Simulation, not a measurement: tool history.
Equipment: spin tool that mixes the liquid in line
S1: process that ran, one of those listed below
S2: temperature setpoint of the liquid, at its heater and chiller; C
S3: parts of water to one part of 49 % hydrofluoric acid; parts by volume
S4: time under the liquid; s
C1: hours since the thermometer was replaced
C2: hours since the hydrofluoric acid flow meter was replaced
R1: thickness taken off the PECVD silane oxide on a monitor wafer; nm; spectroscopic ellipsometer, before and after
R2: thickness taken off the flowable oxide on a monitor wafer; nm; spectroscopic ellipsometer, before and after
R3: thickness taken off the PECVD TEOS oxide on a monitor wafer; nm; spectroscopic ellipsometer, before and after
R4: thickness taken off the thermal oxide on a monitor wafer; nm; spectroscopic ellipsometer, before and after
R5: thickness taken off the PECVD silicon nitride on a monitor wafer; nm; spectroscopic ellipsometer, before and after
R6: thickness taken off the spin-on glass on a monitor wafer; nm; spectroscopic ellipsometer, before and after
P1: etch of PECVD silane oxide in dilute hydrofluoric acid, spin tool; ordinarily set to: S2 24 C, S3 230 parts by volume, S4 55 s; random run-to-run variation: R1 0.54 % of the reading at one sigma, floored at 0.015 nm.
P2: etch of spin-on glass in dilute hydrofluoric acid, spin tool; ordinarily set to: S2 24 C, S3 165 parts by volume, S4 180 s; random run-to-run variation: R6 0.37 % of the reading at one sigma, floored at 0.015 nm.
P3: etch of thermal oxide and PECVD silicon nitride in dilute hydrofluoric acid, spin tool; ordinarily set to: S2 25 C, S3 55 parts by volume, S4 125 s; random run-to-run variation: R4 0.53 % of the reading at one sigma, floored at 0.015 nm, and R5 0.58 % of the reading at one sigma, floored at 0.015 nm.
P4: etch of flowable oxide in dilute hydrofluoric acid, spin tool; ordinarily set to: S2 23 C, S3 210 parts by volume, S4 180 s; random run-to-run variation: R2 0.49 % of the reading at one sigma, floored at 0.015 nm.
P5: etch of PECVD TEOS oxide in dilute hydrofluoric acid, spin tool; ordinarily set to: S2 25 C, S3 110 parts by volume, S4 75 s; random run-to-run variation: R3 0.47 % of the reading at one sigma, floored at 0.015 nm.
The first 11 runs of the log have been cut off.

run   hour  S1    S2   S3   S4      C1     C2      R1      R2      R3      R4      R5      R6
 12   44.7  P5    18  110   75  1111.2  728.1                  5.2241
 13   48.6  P3    25   55  125  1115.1    732                          12.627  5.8026
 14   53.6  P4    23  210  180  1120.1    737          26.026
 15   57.1  P4    23  340  180  1123.6  740.5          14.328
 16   61.9  P1  30.5  230   55  1128.4  745.3  6.1997
 17   65.4  P2    24  165  180  1131.9  748.8                                           20.81
 18   69.2  P2    24  165   85  1135.7  752.6                                          9.8651
 19   72.6  P1    24  375   55  1139.1    756  2.6229
 20   77.1  P1    24   50   55  1143.6  760.5  28.265
 21   82.6  P1    28  155   55  1149.1    766  9.1743
 22   85.9  P1    24  230   55  1152.4  769.3  4.9013
 23   91.1  P1    19  230   55  1157.6  774.5  4.0714
 24   94.1  P3    33   55  125  1160.6  777.5                          17.243  9.7642
 25   98.1  P2  31.5  165  180  1164.6  781.5                                           27.49
 26  101.1  P1    24  230   15  1167.6  784.5  1.3411
 27  106.7  P2    24  165  180  1173.2  790.1                                          20.886
 28  110.8  P1    24  230   85  1177.3  794.2  7.5563
 29    114  P5    25  110   25  1180.5  797.4                   2.322
 30  117.8  P5    25  110   75  1184.3  801.2                  6.9535
 31  122.4  P1    24  230   55  1188.9  805.8  4.8581
 32  127.5  P1    24  230   55    1194  810.9  4.7858
 33  132.7  P1    24  230   55  1199.2  816.1  4.6345
 34  135.6  P1    24  230   55  1202.1    819  4.6052

What will run 35 give?
 35  141.5  P1  24  230  55  1208  824.9   ?

Run 35 yielded R1 4.5415 nm.
